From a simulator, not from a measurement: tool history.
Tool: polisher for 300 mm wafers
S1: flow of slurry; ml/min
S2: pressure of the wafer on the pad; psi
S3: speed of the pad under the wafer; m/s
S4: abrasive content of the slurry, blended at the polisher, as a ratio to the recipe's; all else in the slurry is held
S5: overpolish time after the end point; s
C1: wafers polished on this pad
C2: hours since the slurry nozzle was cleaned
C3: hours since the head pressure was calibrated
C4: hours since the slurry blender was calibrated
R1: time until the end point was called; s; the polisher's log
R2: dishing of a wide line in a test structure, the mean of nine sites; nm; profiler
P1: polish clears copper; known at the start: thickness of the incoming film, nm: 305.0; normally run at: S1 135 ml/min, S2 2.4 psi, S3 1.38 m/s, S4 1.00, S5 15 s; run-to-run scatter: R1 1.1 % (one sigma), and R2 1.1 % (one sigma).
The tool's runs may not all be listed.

{"run": 1, "hour": 11.2, "S1": 135, "S2": 2.4, "S3": 1.38, "S4": 1.0, "S5": 15, "C1": 446, "C2": 435.0, "C3": 117.6, "C4": 91.3, "R1": 83.025, "R2": 40.103}
{"run": 2, "hour": 21.8, "S1": 80, "S2": 2.4, "S3": 1.38, "S4": 1.0, "S5": 29, "C1": 504, "C2": 445.6, "C3": 128.2, "C4": 101.9, "R1": 90.259, "R2": 62.412}
{"run": 3, "hour": 28.2, "S1": 135, "S2": 2.4, "S3": 1.38, "S4": 1.0, "S5": 4, "C1": 540, "C2": 452.0, "C3": 134.6, "C4": 108.3, "R1": 82.303, "R2": 11.834}
{"run": 4, "hour": 39.1, "S1": 135, "S2": 2.4, "S3": 1.38, "S4": 1.0, "S5": 15, "C1": 600, "C2": 462.9, "C3": 145.5, "C4": 119.2, "R1": 80.771, "R2": 39.321}
{"run": 5, "hour": 49.3, "S1": 135, "S2": 2.4, "S3": 1.38, "S4": 1.0, "S5": 15, "C1": 657, "C2": 473.1, "C3": 155.7, "C4": 129.4, "R1": 80.226, "R2": 40.464}
{"run": 6, "hour": 57.0, "S1": 135, "S2": 2.4, "S3": 1.38, "S4": 1.0, "S5": 15, "C1": 699, "C2": 480.8, "C3": 163.4, "C4": 137.1, "R1": 80.251, "R2": 39.975}
{"run": 7, "hour": 67.5, "S1": 135, "S2": 2.4, "S3": 1.38, "S4": 1.0, "S5": 15, "C1": 758, "C2": 491.3, "C3": 173.9, "C4": 147.6, "R1": 80.987, "R2": 40.07}
{"run": 8, "hour": 76.7, "S1": 135, "S2": 2.4, "S3": 1.38, "S4": 0.55, "S5": 15, "C1": 809, "C2": 500.5, "C3": 183.1, "C4": 156.8, "R1": 91.537, "R2": 35.457}
{"run": 9, "hour": 89.0, "S1": 135, "S2": 2.4, "S3": 1.38, "S4": 1.0, "S5": 15, "C1": 877, "C2": 512.8, "C3": 195.4, "C4": 169.1, "R1": 81.516, "R2": 40.462}
{"run": 10, "hour": 96.8, "S1": 135, "S2": 2.4, "S3": 1.38, "S4": 1.0, "S5": 24, "C1": 920, "C2": 520.6, "C3": 203.2, "C4": 176.9, "R1": 81.464, "R2": 58.636}
{"hour": 103.1, "done": "slurry nozzle cleaned"}
{"run": 11, "hour": 109.0, "S1": 135, "S2": 2.4, "S3": 1.38, "S4": 1.45, "S5": 15, "C1": 988, "C2": 6.0, "C3": 215.4, "C4": 189.1, "R1": 74.393, "R2": 42.751}
{"run": 12, "hour": 115.0, "S1": 135, "S2": 3.5, "S3": 1.38, "S4": 1.0, "S5": 15, "C1": 1021, "C2": 12.0, "C3": 221.4, "C4": 195.1, "R1": 54.487, "R2": 56.289}
{"run": 13, "hour": 126.8, "S1": 135, "S2": 2.4, "S3": 0.64, "S4": 1.0, "S5": 15, "C1": 1086, "C2": 23.8, "C3": 233.2, "C4": 206.9, "R1": 176.25, "R2": 19.834}

Run 14 comes next. What will it give?
{"run": 14, "hour": 133.4, "S1": 135, "S2": 2.4, "S3": 1.76, "S4": 1.0, "S5": 15, "C1": 1123, "C2": 30.4, "C3": 239.8, "C4": 213.5, "R1": "?", "R2": "?"}

R1: 63.038 s
R2: 49.877 nm
